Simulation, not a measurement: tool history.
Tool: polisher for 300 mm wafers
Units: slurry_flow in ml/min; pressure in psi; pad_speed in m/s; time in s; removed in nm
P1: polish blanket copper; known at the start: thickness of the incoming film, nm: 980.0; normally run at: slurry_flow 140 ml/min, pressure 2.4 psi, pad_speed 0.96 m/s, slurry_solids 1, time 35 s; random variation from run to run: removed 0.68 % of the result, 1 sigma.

| run | hour | slurry_flow | pressure | pad_speed | slurry_solids | time | removed |
|---|---|---|---|---|---|---|---|
| 1 | 8.8 | 140 | 2.4 | 0.96 | 1 | 35 | 72.826 |
| 2 | 19 | 140 | 1.6 | 0.96 | 1 | 35 | 49.446 |
| 3 | 28.9 | 215 | 2.4 | 0.96 | 1 | 35 | 79.547 |
| 4 | 37.5 | 140 | 2.4 | 0.96 | 1 | 54 | 113.95 |
| 5 | 48.8 | 140 | 2.4 | 0.96 | 1 | 16 | 33.633 |
| 6 | 57.8 | 140 | 2.4 | 1.4 | 1 | 35 | 107.13 |
| 7 | 69.2 | 140 | 2.4 | 0.96 | 1 | 35 | 73.774 |
| 8 | 79.1 | 140 | 2.4 | 0.96 | 1 | 35 | 74.17 |
| 9 | 88.4 | 140 | 2.4 | 0.96 | 1 | 35 | 73.772 |
| 10 | 99.4 | 195 | 2.4 | 1.46 | 1 | 35 | 118.98 |
|  | 102.7 | slurry nozzle cleaned |
| 11 | 106.9 | 140 | 2.4 | 0.96 | 0.55 | 35 | 66.056 |
| 12 | 115.4 | 140 | 2.4 | 0.96 | 1.45 | 35 | 80.155 |
| 13 | 121.7 | 140 | 3.3 | 0.96 | 1 | 35 | 103.29 |
| 14 | 131.1 | 140 | 2.4 | 0.96 | 1.3 | 48 | 107.12 |
| 15 | 139.5 | 140 | 2.4 | 0.44 | 1 | 35 | 33.827 |
| 16 | 150.3 | 95 | 2.4 | 0.96 | 1 | 35 | 67.542 |
| 17 | 156.1 | 140 | 2.4 | 0.96 | 1 | 35 | 73.964 |
| 18 | 162.6 | 140 | 2.4 | 0.96 | 1 | 35 | 73.791 |
| 19 | 168.9 | 140 | 2.4 | 0.96 | 1 | 35 | 71.426 |
| 20 | 178 | 140 | 2.4 | 0.96 | 1 | 35 | 69.867 |
| 21 | 186.3 | 140 | 2.4 | 0.96 | 1 | 35 | 68.84 |
|  | 187.8 | slurry blender recalibrated |
| 22 | 191.9 | 140 | 2.4 | 0.96 | 1 | 35 | 69.452 |
|  | 195.2 | head pressure recalibrated |
| 23 | 202.2 | 140 | 2.4 | 0.96 | 1 | 35 | 68.774 |
| 24 | 213.6 | 140 | 2.4 | 0.96 | 1 | 35 | 68.6 |

What P1 gives has crept away from where it was. These 2 causes fit the log equally well, each at the size given:
A: slurry flow missing at the pad, % = 28.6
B: removal rate lost through wear of the pad, % = 6.94
The creep began at about hour 162.6.
Why every other cause is out:
head's pressure below its setpoint, %: serviced at hour 195.2, which brought nothing back
abrasive missing from the slurry, %: serviced at hour 187.8, which brought nothing back

4 check runs are offered, each on 5 wafers whose results are averaged, their results left as question marks. Which one tells the causes apart?
| check 1 | 225 | 140 | 2.4 | 0.96 | 1 | 54 | ? |
| check 2 | 225 | 140 | 3.1 | 0.46 | 1 | 35 | ? |
| check 3 | 225 | 205 | 2.4 | 0.96 | 1 | 35 | ? |
| check 4 | 225 | 140 | 2.4 | 0.96 | 1.45 | 47 | ? |

What each check would give under each cause:
| check | result | if A | if B |
|---|---|---|---|
| check 1 | removed | 106.24 | 106.24 |
| check 2 | removed | 42.618 | 42.62 |
| check 3 | removed | 74.588 | 73.023 |
| check 4 | removed | 100.3 | 100.31 |
How far apart the two closest causes lie, in the result that separates them most: check 1 0 %; check 2 0 %; check 3 2.12 %; check 4 0 %
Check 3 tells the causes apart: in the others they would give nearly the same result.

Check 3 was then run and gave: removed 72.769 nm. Which cause is it?

It is B: removal rate lost through wear of the pad, %.
